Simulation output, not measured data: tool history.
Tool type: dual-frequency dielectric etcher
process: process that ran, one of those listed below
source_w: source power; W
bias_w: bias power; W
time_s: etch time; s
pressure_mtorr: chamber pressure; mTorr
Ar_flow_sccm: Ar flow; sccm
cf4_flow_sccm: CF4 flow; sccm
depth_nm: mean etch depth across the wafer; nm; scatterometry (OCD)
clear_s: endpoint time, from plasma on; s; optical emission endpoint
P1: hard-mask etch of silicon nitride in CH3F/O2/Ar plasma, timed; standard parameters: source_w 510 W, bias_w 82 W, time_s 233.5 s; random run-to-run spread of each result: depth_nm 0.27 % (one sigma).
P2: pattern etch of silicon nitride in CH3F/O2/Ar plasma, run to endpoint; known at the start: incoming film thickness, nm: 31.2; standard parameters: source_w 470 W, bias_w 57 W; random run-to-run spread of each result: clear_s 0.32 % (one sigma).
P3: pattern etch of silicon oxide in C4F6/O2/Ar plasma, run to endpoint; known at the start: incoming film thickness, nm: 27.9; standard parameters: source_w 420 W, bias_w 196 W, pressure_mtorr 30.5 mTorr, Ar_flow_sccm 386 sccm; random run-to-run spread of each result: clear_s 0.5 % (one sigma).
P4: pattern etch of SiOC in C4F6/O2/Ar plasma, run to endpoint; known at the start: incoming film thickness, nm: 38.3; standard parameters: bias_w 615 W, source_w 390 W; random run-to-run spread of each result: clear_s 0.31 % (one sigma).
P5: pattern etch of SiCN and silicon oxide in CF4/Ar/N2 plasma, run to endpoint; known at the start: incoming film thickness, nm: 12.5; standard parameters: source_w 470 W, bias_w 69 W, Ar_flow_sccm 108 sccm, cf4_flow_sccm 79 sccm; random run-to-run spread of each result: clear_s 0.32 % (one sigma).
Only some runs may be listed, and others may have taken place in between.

run,day,process,source_w,bias_w,time_s,pressure_mtorr,Ar_flow_sccm,cf4_flow_sccm,depth_nm,clear_s
1,0.317,P1,510,82,233.5,,,,189.43,
2,0.638,P4,390,615,,,,,,12.172
3,1.229,P3,270,196,,30.5,386,,,10.656
4,1.604,P2,470,57,,,,,,46.55
5,2.229,P1,510,82,233.5,,,,189.03,
6,2.529,P2,470,57,,,,,,46.452
7,3.054,P1,510,82,292,,,,237.32,
8,3.538,P3,420,133,,30.5,386,,,10.157
9,3.908,P1,510,82,233.5,,,,189.82,
10,4.538,P1,510,110,308.5,,,,278.56,
11,5.033,P5,470,41,,,108,79,,16.926
12,5.462,P4,390,449,,,,,,13.625
13,5.742,P3,420,196,,30.5,386,,,8.9412
14,6.15,P3,420,196,,30.5,386,,,9.0085
15,6.442,P5,470,69,,,108,79,,14.481
16,6.962,P1,510,59,296.5,,,,216.5,
17,7.496,P2,320,57,,,,,,54.01
18,7.812,P5,590,69,,,108,79,,11.789
19,8.412,P1,400,82,180,,,,133.81,
20,8.821,P1,510,97,233.5,,,,202.3,
21,9.162,P1,510,82,233.5,,,,189.13,
22,9.742,P2,470,78,,,,,,41.917
23,10.212,P3,420,196,,30.5,497,,,9.2895
24,10.833,P5,470,69,,,65,79,,13.477
25,11.292,P4,550,615,,,,,,10.717
26,11.667,P1,310,82,233.5,,,,156.76,
27,12.088,P1,510,82,233.5,,,,189.66,
28,12.692,P1,660,82,233.5,,,,208.56,
29,13.308,P3,420,196,,40.5,386,,,9.3416
30,13.704,P4,390,615,,,,,,12.143
31,14.075,P1,510,82,128.5,,,,103.93,
32,14.654,P1,510,53,233.5,,,,163.84,
33,15.212,P5,470,69,,,108,108,,13.822
34,15.788,P1,510,82,233.5,,,,189,
35,16.408,P1,510,82,233.5,,,,190.46,
36,16.992,P1,510,82,233.5,,,,190.83,
37,17.55,P1,510,82,233.5,,,,190.68,
38,18.171,P1,510,82,233.5,,,,191.99,
39,18.738,P1,510,82,233.5,,,,191.25,
# day 19.217: wet clean of the chamber
40,19.229,P1,510,82,233.5,,,,191.39,
41,19.846,P1,510,82,233.5,,,,191.71,
42,20.229,P1,510,82,233.5,,,,192.07,
43,20.838,P1,510,82,233.5,,,,192,
44,21.183,P1,510,82,233.5,,,,192.01,

The log shows P1 creeping away from where it was. Any of the 2 causes listed here, at the size stated for it, fits the log just as well as the others:
A: source power that arrives over what is set, % = 3.66
B: bias power that arrives over what is set, % = 3.99
Onset of the creep was near day 15.788.
What rules out each remaining cause:
chamber walls in a state that raises the etch rate, %: maintenance at day 19.217, after the shift began, did not return the process to its former output

4 check runs are offered, each on 2 wafers whose results are averaged, their results left as question marks. Which one tells the causes apart?
check 1,21.529,P2,470,77,,,,,,?
check 2,21.529,P4,530,518,,,,,,?
check 3,21.529,P5,470,48,,,108,94,,?
check 4,21.529,P3,310,155,,30.5,386,,,?

What each check would give under each cause:
check,result,if A,if B
check 1,clear_s,41.462,41.467
check 2,clear_s,11.414,11.401
check 3,clear_s,15.238,15.556
check 4,clear_s,10.761,10.78
Smallest distance between any two causes, each pair judged by its most separating result, in per cent: check 1 0.01 %; check 2 0.12 %; check 3 2.07 %; check 4 0.18 %
Only check 3 tells the causes apart: in the others they would give nearly the same result.

Running check 3 produced the following: clear_s 15.58 s. Which one of the listed causes fits?

It is B: bias power that arrives over what is set, %.
